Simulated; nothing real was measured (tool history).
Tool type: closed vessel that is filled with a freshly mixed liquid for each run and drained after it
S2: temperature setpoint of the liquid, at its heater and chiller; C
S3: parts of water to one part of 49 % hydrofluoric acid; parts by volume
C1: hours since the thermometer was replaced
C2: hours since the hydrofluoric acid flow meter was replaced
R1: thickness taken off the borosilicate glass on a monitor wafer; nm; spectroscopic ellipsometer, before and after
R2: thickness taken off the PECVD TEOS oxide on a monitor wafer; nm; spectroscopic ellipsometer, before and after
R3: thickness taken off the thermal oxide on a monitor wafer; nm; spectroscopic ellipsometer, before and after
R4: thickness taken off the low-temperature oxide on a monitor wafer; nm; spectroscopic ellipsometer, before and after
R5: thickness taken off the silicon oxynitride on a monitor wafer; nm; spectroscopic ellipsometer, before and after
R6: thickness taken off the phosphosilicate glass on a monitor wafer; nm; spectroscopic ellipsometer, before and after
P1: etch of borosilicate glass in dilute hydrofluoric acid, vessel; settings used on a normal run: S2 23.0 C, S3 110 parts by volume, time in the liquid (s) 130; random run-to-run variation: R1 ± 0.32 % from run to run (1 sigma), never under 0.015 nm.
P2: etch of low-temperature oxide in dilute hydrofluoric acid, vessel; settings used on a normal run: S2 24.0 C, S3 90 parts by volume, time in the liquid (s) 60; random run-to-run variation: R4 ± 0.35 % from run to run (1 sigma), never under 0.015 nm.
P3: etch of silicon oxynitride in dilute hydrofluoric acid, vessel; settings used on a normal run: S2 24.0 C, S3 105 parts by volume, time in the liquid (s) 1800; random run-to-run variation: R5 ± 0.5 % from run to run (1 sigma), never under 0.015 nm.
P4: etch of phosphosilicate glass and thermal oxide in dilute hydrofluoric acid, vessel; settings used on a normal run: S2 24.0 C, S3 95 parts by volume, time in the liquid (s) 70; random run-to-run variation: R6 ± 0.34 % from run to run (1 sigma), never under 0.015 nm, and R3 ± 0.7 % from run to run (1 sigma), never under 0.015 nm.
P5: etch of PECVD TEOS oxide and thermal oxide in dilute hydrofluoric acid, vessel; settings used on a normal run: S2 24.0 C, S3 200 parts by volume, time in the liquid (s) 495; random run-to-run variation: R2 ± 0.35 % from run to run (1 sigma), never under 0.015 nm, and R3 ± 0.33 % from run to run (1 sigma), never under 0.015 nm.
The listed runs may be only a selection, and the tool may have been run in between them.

Run 1, hour 5.1: process that ran P1, S2 23.0 C, S3 110 parts by volume, time in the liquid (s) 130; C1 411.9; C2 190.0. Result: R1 34.3250 nm.
Run 2, hour 12.6: process that ran P1, S2 28.0 C, S3 160 parts by volume, time in the liquid (s) 130; C1 419.4; C2 197.5. Result: R1 26.7630 nm.
Run 3, hour 20.8: process that ran P5, S2 17.0 C, S3 200 parts by volume, time in the liquid (s) 495; C1 427.6; C2 205.7. Result: R2 45.3550 nm, R3 7.81470 nm.
Run 4, hour 30.5: process that ran P2, S2 31.5 C, S3 90 parts by volume, time in the liquid (s) 60; C1 437.3; C2 215.4. Result: R4 29.300 nm.
Run 5, hour 39.5: process that ran P1, S2 27.0 C, S3 35 parts by volume, time in the liquid (s) 130; C1 446.3; C2 224.4. Result: R1 138.8100 nm.
Run 6, hour 44.7: process that ran P1, S2 23.0 C, S3 110 parts by volume, time in the liquid (s) 260; C1 451.5; C2 229.6. Result: R1 68.3030 nm.
Run 7, hour 54.4: process that ran P3, S2 17.0 C, S3 105 parts by volume, time in the liquid (s) 1800; C1 461.2; C2 239.3. Result: R5 17.2630 nm.
Run 8, hour 59.9: process that ran P4, S2 24.0 C, S3 95 parts by volume, time in the liquid (s) 30; C1 466.7; C2 244.8. Result: R3 1.40140 nm, R6 24.469 nm.
Run 9, hour 67.8: process that ran P5, S2 24.0 C, S3 200 parts by volume, time in the liquid (s) 495; C1 474.6; C2 252.7. Result: R2 59.5820 nm, R3 10.34900 nm.
At hour 68.9: hydrofluoric acid flow meter replaced.
Run 10, hour 72.8: process that ran P2, S2 24.0 C, S3 90 parts by volume, time in the liquid (s) 60; C1 479.6; C2 3.9. Result: R4 21.892 nm.
Run 11, hour 77.4: process that ran P1, S2 23.0 C, S3 110 parts by volume, time in the liquid (s) 35; C1 484.2; C2 8.5. Result: R1 9.2631 nm.
Run 12, hour 85.3: process that ran P4, S2 24.0 C, S3 95 parts by volume, time in the liquid (s) 70; C1 492.1; C2 16.4. Result: R3 3.32190 nm, R6 57.089 nm.
Run 13, hour 91.8: process that ran P1, S2 23.0 C, S3 30 parts by volume, time in the liquid (s) 130; C1 498.6; C2 22.9. Result: R1 138.6500 nm.
Run 14, hour 101.4: process that ran P2, S2 24.0 C, S3 40 parts by volume, time in the liquid (s) 60; C1 508.2; C2 32.5. Result: R4 52.428 nm.
Run 15, hour 110.4: process that ran P1, S2 23.0 C, S3 35 parts by volume, time in the liquid (s) 185; C1 517.2; C2 41.5. Result: R1 168.1900 nm.
Run 16, hour 117.0: process that ran P3, S2 24.0 C, S3 25 parts by volume, time in the liquid (s) 1800; C1 523.8; C2 48.1. Result: R5 109.4700 nm.
Run 17, hour 127.2: process that ran P4, S2 24.0 C, S3 170 parts by volume, time in the liquid (s) 70; C1 534.0; C2 58.3. Result: R3 1.70420 nm, R6 29.069 nm.
Run 18, hour 134.9: process that ran P1, S2 17.0 C, S3 110 parts by volume, time in the liquid (s) 130; C1 541.7; C2 66.0. Result: R1 26.7810 nm.
Run 19, hour 142.8: process that ran P3, S2 24.0 C, S3 105 parts by volume, time in the liquid (s) 585; C1 549.6; C2 73.9. Result: R5 7.9191 nm.
Run 20, hour 150.0: process that ran P4, S2 18.5 C, S3 95 parts by volume, time in the liquid (s) 70; C1 556.8; C2 81.1. Result: R3 2.61860 nm, R6 45.753 nm.
Run 21, hour 155.1: process that ran P1, S2 30.0 C, S3 110 parts by volume, time in the liquid (s) 130; C1 561.9; C2 86.2. Result: R1 44.9780 nm.
Run 22, hour 164.1: process that ran P1, S2 23.0 C, S3 180 parts by volume, time in the liquid (s) 130; C1 570.9; C2 95.2. Result: R1 19.2910 nm.
At hour 166.7: thermometer replaced.
Run 23, hour 168.6: process that ran P5, S2 24.0 C, S3 35 parts by volume, time in the liquid (s) 495; C1 2.0; C2 99.7. Result: R2 410.5000 nm, R3 72.49800 nm.
Run 24, hour 174.2: process that ran P3, S2 24.0 C, S3 105 parts by volume, time in the liquid (s) 1800; C1 7.6; C2 105.3. Result: R5 24.5010 nm.
Run 25, hour 183.6: process that ran P1, S2 23.0 C, S3 110 parts by volume, time in the liquid (s) 130; C1 17.0; C2 114.7. Result: R1 34.3340 nm.
Run 26, hour 188.4: process that ran P5, S2 24.0 C, S3 200 parts by volume, time in the liquid (s) 40; C1 21.8; C2 119.5. Result: R2 4.8277 nm, R3 0.79999 nm.
Run 27, hour 198.1: process that ran P1, S2 23.0 C, S3 110 parts by volume, time in the liquid (s) 130; C1 31.5; C2 129.2. Result: R1 33.9580 nm.
Run 28, hour 205.0: process that ran P1, S2 23.0 C, S3 110 parts by volume, time in the liquid (s) 130; C1 38.4; C2 136.1. Result: R1 34.2640 nm.
Run 29, hour 213.9: process that ran P1, S2 23.0 C, S3 110 parts by volume, time in the liquid (s) 130; C1 47.3; C2 145.0. Result: R1 34.2420 nm.
Run 30, hour 223.7: process that ran P2, S2 24.0 C, S3 90 parts by volume, time in the liquid (s) 100; C1 57.1; C2 154.8. Result: R4 36.656 nm.
Run 31, hour 233.3: process that ran P1, S2 23.0 C, S3 110 parts by volume, time in the liquid (s) 130; C1 66.7; C2 164.4. Result: R1 34.2190 nm.
Run 32, hour 240.8: process that ran P1, S2 23.0 C, S3 110 parts by volume, time in the liquid (s) 130; C1 74.2; C2 171.9. Result: R1 35.2920 nm.
Run 33, hour 250.0: process that ran P1, S2 23.0 C, S3 110 parts by volume, time in the liquid (s) 130; C1 83.4; C2 181.1. Result: R1 36.2790 nm.
Run 34, hour 255.4: process that ran P1, S2 23.0 C, S3 110 parts by volume, time in the liquid (s) 130; C1 88.8; C2 186.5. Result: R1 36.4040 nm.
Run 35, hour 260.0: process that ran P1, S2 23.0 C, S3 110 parts by volume, time in the liquid (s) 130; C1 93.4; C2 191.1. Result: R1 36.7570 nm.
Run 36, hour 266.2: process that ran P1, S2 23.0 C, S3 110 parts by volume, time in the liquid (s) 130; C1 99.6; C2 197.3. Result: R1 36.8940 nm.
Run 37, hour 271.5: process that ran P1, S2 23.0 C, S3 110 parts by volume, time in the liquid (s) 130; C1 104.9; C2 202.6. Result: R1 36.8620 nm.
Run 38, hour 278.9: process that ran P1, S2 23.0 C, S3 110 parts by volume, time in the liquid (s) 130; C1 112.3; C2 210.0. Result: R1 36.8830 nm.

Compared with where it was, what P1 gives has crept away. Each cause listed below fits the log as well as the rest, at the size given for it:
A: hydrofluoric acid flow above the setpoint (%) = 6.95
B: liquid hotter than its thermometer reads (K) = 1.93
At approximately hour 233.3, the process output began to creep.

Below are 4 check runs, each averaged over 2 wafers, with their results shown as question marks. Which of them would give clearly different results depending on which cause is behind the drift?
Run check 1, hour 286.3: process that ran P3, S2 18.5 C, S3 25 parts by volume, time in the liquid (s) 1800. Result: R5 ?.
Run check 2, hour 286.3: process that ran P4, S2 19.5 C, S3 95 parts by volume, time in the liquid (s) 30. Result: R3 ?, R6 ?.
Run check 3, hour 286.3: process that ran P2, S2 24.0 C, S3 65 parts by volume, time in the liquid (s) 60. Result: R4 ?.
Run check 4, hour 286.3: process that ran P5, S2 24.0 C, S3 125 parts by volume, time in the liquid (s) 70. Result: R2 ?, R3 ?.

What each check would give under each cause:
  check  result     if A     if B
check 1      R5  88.5100  91.3520
check 2      R3  1.26690  1.27350
check 2      R6   21.998   22.111
check 3      R4   33.746   33.924
check 4      R2  15.7610  15.7230
check 4      R3  2.74950  2.74280
Separation of the two closest causes in each check, using whichever result separates them best: check 1 3.16 %; check 2 0.52 %; check 3 0.53 %; check 4 0.24 %
The causes can be told apart only by check 1. The other checks would give nearly the same results under each of them.

The results of check 1 are: R5 88.8430 nm. Based on these, which of the listed causes is it?

It was cause A: hydrofluoric acid flow above the setpoint (%).
